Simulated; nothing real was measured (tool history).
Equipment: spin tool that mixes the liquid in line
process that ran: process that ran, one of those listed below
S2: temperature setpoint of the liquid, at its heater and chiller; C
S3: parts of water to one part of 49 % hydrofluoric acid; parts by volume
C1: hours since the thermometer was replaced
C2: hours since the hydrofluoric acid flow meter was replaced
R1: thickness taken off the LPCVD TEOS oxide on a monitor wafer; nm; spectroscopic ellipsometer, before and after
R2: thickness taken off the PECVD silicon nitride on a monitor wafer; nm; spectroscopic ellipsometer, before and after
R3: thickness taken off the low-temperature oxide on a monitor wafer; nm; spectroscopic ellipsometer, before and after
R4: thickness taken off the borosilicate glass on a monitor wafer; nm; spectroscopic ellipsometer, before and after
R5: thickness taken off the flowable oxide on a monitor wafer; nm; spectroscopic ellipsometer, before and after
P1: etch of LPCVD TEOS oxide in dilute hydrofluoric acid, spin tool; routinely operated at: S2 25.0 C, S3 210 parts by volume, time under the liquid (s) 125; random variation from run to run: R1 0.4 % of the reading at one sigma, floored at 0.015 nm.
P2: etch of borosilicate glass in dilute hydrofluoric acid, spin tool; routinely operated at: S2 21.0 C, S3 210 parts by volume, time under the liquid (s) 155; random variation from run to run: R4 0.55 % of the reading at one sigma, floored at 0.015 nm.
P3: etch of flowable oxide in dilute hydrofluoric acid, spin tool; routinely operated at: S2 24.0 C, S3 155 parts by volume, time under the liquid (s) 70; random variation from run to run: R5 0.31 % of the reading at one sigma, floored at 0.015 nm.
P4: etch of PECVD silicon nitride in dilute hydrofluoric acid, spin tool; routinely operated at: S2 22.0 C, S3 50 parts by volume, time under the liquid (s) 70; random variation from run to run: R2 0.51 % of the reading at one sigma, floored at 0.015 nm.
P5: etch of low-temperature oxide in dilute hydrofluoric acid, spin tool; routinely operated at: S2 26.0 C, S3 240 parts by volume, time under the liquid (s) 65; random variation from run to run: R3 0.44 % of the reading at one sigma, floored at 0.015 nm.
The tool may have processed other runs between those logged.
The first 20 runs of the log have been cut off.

Run 21, hour 258.0: process that ran P2, S2 21.0 C, S3 370 parts by volume, time under the liquid (s) 155; C1 43.7; C2 484.6. Result: R4 9.5164 nm.
Run 22, hour 266.8: process that ran P3, S2 24.0 C, S3 240 parts by volume, time under the liquid (s) 70; C1 52.5; C2 493.4. Result: R5 5.9025 nm.
Run 23, hour 282.3: process that ran P4, S2 22.0 C, S3 50 parts by volume, time under the liquid (s) 70; C1 68.0; C2 508.9. Result: R2 4.1388 nm.
Run 24, hour 293.0: process that ran P3, S2 30.0 C, S3 155 parts by volume, time under the liquid (s) 70; C1 78.7; C2 519.6. Result: R5 12.5340 nm.
Run 25, hour 301.2: process that ran P3, S2 24.0 C, S3 155 parts by volume, time under the liquid (s) 70; C1 86.9; C2 527.8. Result: R5 9.9900 nm.
Run 26, hour 310.8: process that ran P2, S2 29.0 C, S3 210 parts by volume, time under the liquid (s) 155; C1 96.5; C2 537.4. Result: R4 25.9000 nm.
Run 27, hour 324.9: process that ran P1, S2 25.0 C, S3 210 parts by volume, time under the liquid (s) 125; C1 110.6; C2 551.5. Result: R1 24.274 nm.
Run 28, hour 340.0: process that ran P4, S2 22.0 C, S3 50 parts by volume, time under the liquid (s) 30; C1 125.7; C2 566.6. Result: R2 1.7669 nm.
Run 29, hour 352.6: process that ran P1, S2 17.5 C, S3 210 parts by volume, time under the liquid (s) 125; C1 138.3; C2 579.2. Result: R1 18.254 nm.
Run 30, hour 365.4: process that ran P1, S2 25.0 C, S3 90 parts by volume, time under the liquid (s) 125; C1 151.1; C2 592.0. Result: R1 65.123 nm.
Run 31, hour 378.4: process that ran P1, S2 25.0 C, S3 210 parts by volume, time under the liquid (s) 125; C1 164.1; C2 605.0. Result: R1 24.205 nm.
Run 32, hour 391.6: process that ran P1, S2 25.0 C, S3 210 parts by volume, time under the liquid (s) 125; C1 177.3; C2 618.2. Result: R1 24.813 nm.

What will run 33 give?
Run 33, hour 401.2: process that ran P1, S2 25.0 C, S3 210 parts by volume, time under the liquid (s) 125; C1 186.9; C2 627.8. Result: R1 ?.

R1: 25.060 nm

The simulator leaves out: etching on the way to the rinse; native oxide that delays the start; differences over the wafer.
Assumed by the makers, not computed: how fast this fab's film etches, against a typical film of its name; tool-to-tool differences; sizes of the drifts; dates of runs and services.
